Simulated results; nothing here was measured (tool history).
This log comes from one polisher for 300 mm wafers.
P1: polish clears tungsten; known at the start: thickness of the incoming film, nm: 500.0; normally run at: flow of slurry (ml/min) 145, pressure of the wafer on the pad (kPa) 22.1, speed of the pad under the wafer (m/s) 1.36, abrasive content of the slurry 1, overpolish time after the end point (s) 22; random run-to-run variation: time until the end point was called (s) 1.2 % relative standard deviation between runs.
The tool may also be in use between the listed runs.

| run | day | flow of slurry (ml/min) | pressure of the wafer on the pad (kPa) | speed of the pad under the wafer (m/s) | abrasive content of the slurry | overpolish time after the end point (s) | wafers polished on this pad | hours since the slurry nozzle was cleaned | hours since the head pressure was calibrated | hours since the slurry blender was calibrated | hours since the slurry got fresh peroxide | time until the end point was called (s) |
|---|---|---|---|---|---|---|---|---|---|---|---|---|
| 1 | 0.158 | 145 | 22.1 | 1.36 | 1 | 22 | 605 | 192.1 | 657.7 | 153.8 | 26.9 | 96.054 |
| 2 | 0.329 | 145 | 22.1 | 1.36 | 1 | 22 | 636 | 196.2 | 661.8 | 157.9 | 31 | 94.617 |
| 3 | 0.446 | 145 | 22.1 | 1.36 | 1 | 22 | 658 | 199 | 664.6 | 160.7 | 33.8 | 98.133 |
| 4 | 0.571 | 145 | 22.1 | 1.36 | 1 | 22 | 681 | 202 | 667.6 | 163.7 | 36.8 | 96.804 |
| 5 | 0.742 | 145 | 22.1 | 1.36 | 1 | 7 | 712 | 206.1 | 671.7 | 167.8 | 40.9 | 97.313 |
| 6 | 0.867 | 145 | 22.1 | 1.36 | 1 | 40 | 735 | 209.1 | 674.7 | 170.8 | 43.9 | 98.577 |
| 7 | 0.95 | 145 | 22.1 | 1.86 | 1 | 22 | 750 | 211.1 | 676.7 | 172.8 | 45.9 | 71.991 |
| 8 | 1.075 | 145 | 22.1 | 1.36 | 1 | 22 | 773 | 214.1 | 679.7 | 175.8 | 48.9 | 98.51 |
| 9 | 1.221 | 195 | 22.1 | 1.36 | 1 | 41 | 800 | 217.6 | 683.2 | 179.3 | 52.4 | 93.711 |
| 10 | 1.358 | 145 | 22.1 | 1.36 | 1.4 | 22 | 825 | 220.9 | 686.5 | 182.6 | 55.7 | 90.83 |
| 11 | 1.45 | 145 | 22.1 | 1.36 | 0.7 | 22 | 842 | 223.1 | 688.7 | 184.8 | 57.9 | 107.28 |
|  | 1.546 | slurry blender recalibrated |
|  | 1.55 | slurry tank refilled with fresh slurry and peroxide |
| 12 | 1.579 | 145 | 34.5 | 1.36 | 1 | 22 | 865 | 226.2 | 691.8 | 0.8 | 0.8 | 61.728 |
| 13 | 1.658 | 145 | 22.1 | 0.68 | 1 | 22 | 880 | 228.1 | 693.7 | 2.7 | 2.7 | 198.53 |
| 14 | 1.812 | 145 | 22.1 | 1.36 | 1 | 22 | 908 | 231.8 | 697.4 | 6.4 | 6.4 | 96.225 |
| 15 | 1.904 | 225 | 22.1 | 1.36 | 1 | 22 | 925 | 234 | 699.6 | 8.6 | 8.6 | 92.007 |
| 16 | 1.988 | 145 | 14.5 | 1.36 | 1 | 22 | 940 | 236 | 701.6 | 10.6 | 10.6 | 149.17 |
| 17 | 2.071 | 85 | 22.1 | 1.36 | 1 | 22 | 955 | 238 | 703.6 | 12.6 | 12.6 | 112.5 |
| 18 | 2.246 | 145 | 22.1 | 1.36 | 0.8 | 8 | 987 | 242.2 | 707.8 | 16.8 | 16.8 | 104.01 |
| 19 | 2.383 | 145 | 22.1 | 1.36 | 1 | 22 | 1013 | 245.5 | 711.1 | 20.1 | 20.1 | 99.673 |
| 20 | 2.521 | 145 | 22.1 | 1.36 | 1 | 22 | 1038 | 248.8 | 714.4 | 23.4 | 23.4 | 101.36 |
| 21 | 2.679 | 145 | 22.1 | 1.36 | 1 | 22 | 1067 | 252.6 | 718.2 | 27.2 | 27.2 | 100.93 |
| 22 | 2.792 | 145 | 22.1 | 1.36 | 1 | 22 | 1087 | 255.3 | 720.9 | 29.9 | 29.9 | 102.25 |
| 23 | 2.962 | 145 | 22.1 | 1.36 | 1 | 22 | 1119 | 259.4 | 725 | 34 | 34 | 105.33 |
|  | 3.054 | slurry tank refilled with fresh slurry and peroxide |
| 24 | 3.117 | 145 | 22.1 | 1.36 | 1 | 22 | 1147 | 263.1 | 728.7 | 37.7 | 1.6 | 102.87 |
|  | 3.146 | head pressure recalibrated |
| 25 | 3.221 | 145 | 22.1 | 1.36 | 1 | 22 | 1166 | 265.6 | 1.8 | 40.2 | 4.1 | 104.66 |
|  | 3.279 | worn pad replaced by a new one |
| 26 | 3.333 | 145 | 22.1 | 1.36 | 1 | 22 | 9 | 268.3 | 4.5 | 42.9 | 6.8 | 107.14 |
| 27 | 3.442 | 145 | 22.1 | 1.36 | 1 | 22 | 29 | 270.9 | 7.1 | 45.5 | 9.4 | 105.4 |
| 28 | 3.529 | 145 | 22.1 | 1.36 | 1 | 22 | 45 | 273 | 9.2 | 47.6 | 11.5 | 107.43 |
| 29 | 3.633 | 145 | 22.1 | 1.36 | 1 | 22 | 64 | 275.5 | 11.7 | 50.1 | 14 | 103.19 |
| 30 | 3.717 | 145 | 22.1 | 1.36 | 1 | 22 | 80 | 277.5 | 13.7 | 52.1 | 16 | 107.52 |

What P1 gives has crept away from where it was. These 2 causes fit the log equally well, each at the size given:
A: abrasive missing from the slurry, % = 26.1
B: slurry flow missing at the pad, % = 28.7
Creep in the process output first set in at about day 2.383.
Why every other cause is out:
removal rate lost through wear of the pad, %: its service at day 3.279 followed the start of the drift and did not put the process back to its old value
head's pressure below its setpoint, %: its service at day 3.146 followed the start of the drift and did not put the process back to its old value
peroxide lost from the slurry, %: its service at day 3.054 followed the start of the drift and did not put the process back to its old value

Consider the 4 check runs below, whose results appear as question marks and each of which averages 5 wafers. Which one distinguishes the causes, in that each cause would give it a clearly different result?
| check 1 | 3.8 | 145 | 31.7 | 1.36 | 1 | 7 |  |  |  |  |  | ? |
| check 2 | 3.8 | 145 | 22.1 | 0.96 | 1.35 | 22 |  |  |  |  |  | ? |
| check 3 | 3.8 | 145 | 33.8 | 1.36 | 1 | 22 |  |  |  |  |  | ? |
| check 4 | 3.8 | 85 | 22.1 | 0.98 | 1 | 22 |  |  |  |  |  | ? |

If the cause were each of the candidates in turn, the checks would give the following:
| check | result | if A | if B |
|---|---|---|---|
| check 1 | time until the end point was called (s) | 73.075 | 73.081 |
| check 2 | time until the end point was called (s) | 138.76 | 138.49 |
| check 3 | time until the end point was called (s) | 68.601 | 68.606 |
| check 4 | time until the end point was called (s) | 164.73 | 171.8 |
Separation of the two closest causes in each check, using whichever result separates them best: check 1 0.01 %; check 2 0.2 %; check 3 0.01 %; check 4 4.2 %
The causes can be told apart only by check 4. The other checks would give nearly the same results under each of them.

Check 4 has now been run. It gave: time until the end point was called (s) 171.93. Which of the candidate causes is it?

Of the candidate causes, it is B: slurry flow missing at the pad, %.

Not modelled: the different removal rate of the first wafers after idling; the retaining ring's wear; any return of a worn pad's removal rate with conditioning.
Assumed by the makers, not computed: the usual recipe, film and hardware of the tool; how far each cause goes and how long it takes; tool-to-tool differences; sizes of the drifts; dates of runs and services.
